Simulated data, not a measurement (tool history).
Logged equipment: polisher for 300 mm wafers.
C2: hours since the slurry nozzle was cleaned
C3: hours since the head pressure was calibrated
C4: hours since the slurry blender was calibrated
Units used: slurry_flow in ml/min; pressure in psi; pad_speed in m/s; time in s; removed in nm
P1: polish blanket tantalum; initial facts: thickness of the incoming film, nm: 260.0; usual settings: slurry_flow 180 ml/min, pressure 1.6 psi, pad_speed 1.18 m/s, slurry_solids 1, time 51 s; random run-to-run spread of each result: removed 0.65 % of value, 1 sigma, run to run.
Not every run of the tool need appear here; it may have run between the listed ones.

run 1 hour=7.5 | slurry_flow=180 pressure=1.6 pad_speed=1.18 slurry_solids=1 time=51 | wafers_polished_on_this_pad=293 C2=306.7 C3=123.2 C4=280.4 | removed=74.078
run 2 hour=11.3 | slurry_flow=180 pressure=1.6 pad_speed=1.18 slurry_solids=1.4 time=35 | wafers_polished_on_this_pad=325 C2=310.5 C3=127 C4=284.2 | removed=55.765
run 3 hour=16.7 | slurry_flow=180 pressure=2.6 pad_speed=1.18 slurry_solids=1 time=51 | wafers_polished_on_this_pad=370 C2=315.9 C3=132.4 C4=289.6 | removed=120.76
run 4 hour=20.6 | slurry_flow=180 pressure=1.6 pad_speed=1.18 slurry_solids=1 time=51 | wafers_polished_on_this_pad=403 C2=319.8 C3=136.3 C4=293.5 | removed=73.733
run 5 hour=25.2 | slurry_flow=125 pressure=2.5 pad_speed=1.18 slurry_solids=1 time=51 | wafers_polished_on_this_pad=441 C2=324.4 C3=140.9 C4=298.1 | removed=108.32
run 6 hour=31.9 | slurry_flow=180 pressure=1.6 pad_speed=1.18 slurry_solids=1 time=73 | wafers_polished_on_this_pad=497 C2=331.1 C3=147.6 C4=304.8 | removed=105.89
run 7 hour=38.7 | slurry_flow=180 pressure=1.6 pad_speed=1.18 slurry_solids=0.55 time=51 | wafers_polished_on_this_pad=554 C2=337.9 C3=154.4 C4=311.6 | removed=60.22
run 8 hour=44.6 | slurry_flow=180 pressure=0.7 pad_speed=1.18 slurry_solids=1 time=51 | wafers_polished_on_this_pad=603 C2=343.8 C3=160.3 C4=317.5 | removed=32.497
run 9 hour=51.2 | slurry_flow=180 pressure=1.6 pad_speed=1.64 slurry_solids=1 time=51 | wafers_polished_on_this_pad=658 C2=350.4 C3=166.9 C4=324.1 | removed=102.99
run 10 hour=57.7 | slurry_flow=180 pressure=1.6 pad_speed=1.18 slurry_solids=1 time=51 | wafers_polished_on_this_pad=712 C2=356.9 C3=173.4 C4=330.6 | removed=73.317
run 11 hour=62.6 | slurry_flow=110 pressure=1.6 pad_speed=1.18 slurry_solids=1 time=51 | wafers_polished_on_this_pad=753 C2=361.8 C3=178.3 C4=335.5 | removed=67.861
run 12 hour=66.7 | slurry_flow=180 pressure=1.6 pad_speed=1.18 slurry_solids=1.35 time=51 | wafers_polished_on_this_pad=787 C2=365.9 C3=182.4 C4=339.6 | removed=80.473
run 13 hour=73 | slurry_flow=180 pressure=1.6 pad_speed=1.18 slurry_solids=1 time=37 | wafers_polished_on_this_pad=840 C2=372.2 C3=188.7 C4=345.9 | removed=53.178
run 14 hour=77.4 | slurry_flow=180 pressure=1.6 pad_speed=0.82 slurry_solids=1 time=51 | wafers_polished_on_this_pad=877 C2=376.6 C3=193.1 C4=350.3 | removed=51.531
run 15 hour=83.1 | slurry_flow=180 pressure=1.6 pad_speed=1.18 slurry_solids=1 time=51 | wafers_polished_on_this_pad=924 C2=382.3 C3=198.8 C4=356 | removed=73.252
run 16 hour=90.9 | slurry_flow=180 pressure=1.6 pad_speed=1.18 slurry_solids=1 time=51 | wafers_polished_on_this_pad=989 C2=390.1 C3=206.6 C4=363.8 | removed=74.086
run 17 hour=97 | slurry_flow=275 pressure=1.6 pad_speed=1.18 slurry_solids=1 time=51 | wafers_polished_on_this_pad=1040 C2=396.2 C3=212.7 C4=369.9 | removed=78.713
run 18 hour=103.8 | slurry_flow=180 pressure=1.6 pad_speed=1.18 slurry_solids=1 time=51 | wafers_polished_on_this_pad=1097 C2=403 C3=219.5 C4=376.7 | removed=74.144
run 19 hour=111.3 | slurry_flow=180 pressure=1.6 pad_speed=1.18 slurry_solids=1 time=51 | wafers_polished_on_this_pad=1160 C2=410.5 C3=227 C4=384.2 | removed=71.145
run 20 hour=119.4 | slurry_flow=180 pressure=1.6 pad_speed=1.18 slurry_solids=1 time=51 | wafers_polished_on_this_pad=1227 C2=418.6 C3=235.1 C4=392.3 | removed=70.077
run 21 hour=127.5 | slurry_flow=180 pressure=1.6 pad_speed=1.18 slurry_solids=1 time=51 | wafers_polished_on_this_pad=1295 C2=426.7 C3=243.2 C4=400.4 | removed=68.983
-- hour=132.3 slurry blender recalibrated
-- hour=133.7 head pressure recalibrated
run 22 hour=135.1 | slurry_flow=180 pressure=1.6 pad_speed=1.18 slurry_solids=1 time=51 | wafers_polished_on_this_pad=1358 C2=434.3 C3=1.5 C4=2.9 | removed=68.531
run 23 hour=138.8 | slurry_flow=180 pressure=1.6 pad_speed=1.18 slurry_solids=1 time=51 | wafers_polished_on_this_pad=1389 C2=438 C3=5.2 C4=6.6 | removed=68.659
run 24 hour=143.1 | slurry_flow=180 pressure=1.6 pad_speed=1.18 slurry_solids=1 time=51 | wafers_polished_on_this_pad=1425 C2=442.3 C3=9.5 C4=10.9 | removed=68.552
run 25 hour=147.2 | slurry_flow=180 pressure=1.6 pad_speed=1.18 slurry_solids=1 time=51 | wafers_polished_on_this_pad=1459 C2=446.4 C3=13.6 C4=15 | removed=68.617

What P1 gives has crept away from where it was. These 2 causes fit the log equally well, each at the size given:
A: removal rate lost through wear of the pad, % = 7.77
B: slurry flow missing at the pad, % = 36.1
At approximately hour 103.8, the process output began to creep.
Ruled out, with reasons:
head's pressure below its setpoint, %: its service at hour 133.7 followed the start of the drift and did not put the process back to its old value
abrasive missing from the slurry, %: its service at hour 132.3 followed the start of the drift and did not put the process back to its old value

4 check runs are offered, each on 3 wafers whose results are averaged, their results left as question marks. Which one tells the causes apart?
run check 1 hour=151.3 | slurry_flow=275 pressure=1.6 pad_speed=1.18 slurry_solids=0.7 time=51 | removed=?
run check 2 hour=151.3 | slurry_flow=180 pressure=1.1 pad_speed=1.18 slurry_solids=1 time=51 | removed=?
run check 3 hour=151.3 | slurry_flow=180 pressure=1.6 pad_speed=1.18 slurry_solids=0.7 time=51 | removed=?
run check 4 hour=151.3 | slurry_flow=180 pressure=1 pad_speed=1.18 slurry_solids=1 time=51 | removed=?

If the cause were each of the candidates in turn, the checks would give the following:
check=check_1 result=removed if_A=64.02 if_B=65.73
check=check_2 result=removed if_A=46.948 if_B=46.945
check=check_3 result=removed if_A=60.839 if_B=60.834
check=check_4 result=removed if_A=42.68 if_B=42.677
Minimum pairwise separation of causes per check, each pair taken at its best-separating result: check 1 2.64 %; check 2 0.01 %; check 3 0.01 %; check 4 0.01 %
Of the check runs offered, only check 1 discriminates between the causes; the rest would read about the same regardless of which cause applies.

Here is what check 1 returned: removed 64.075 nm. Which cause is it?

It is A: removal rate lost through wear of the pad, %.
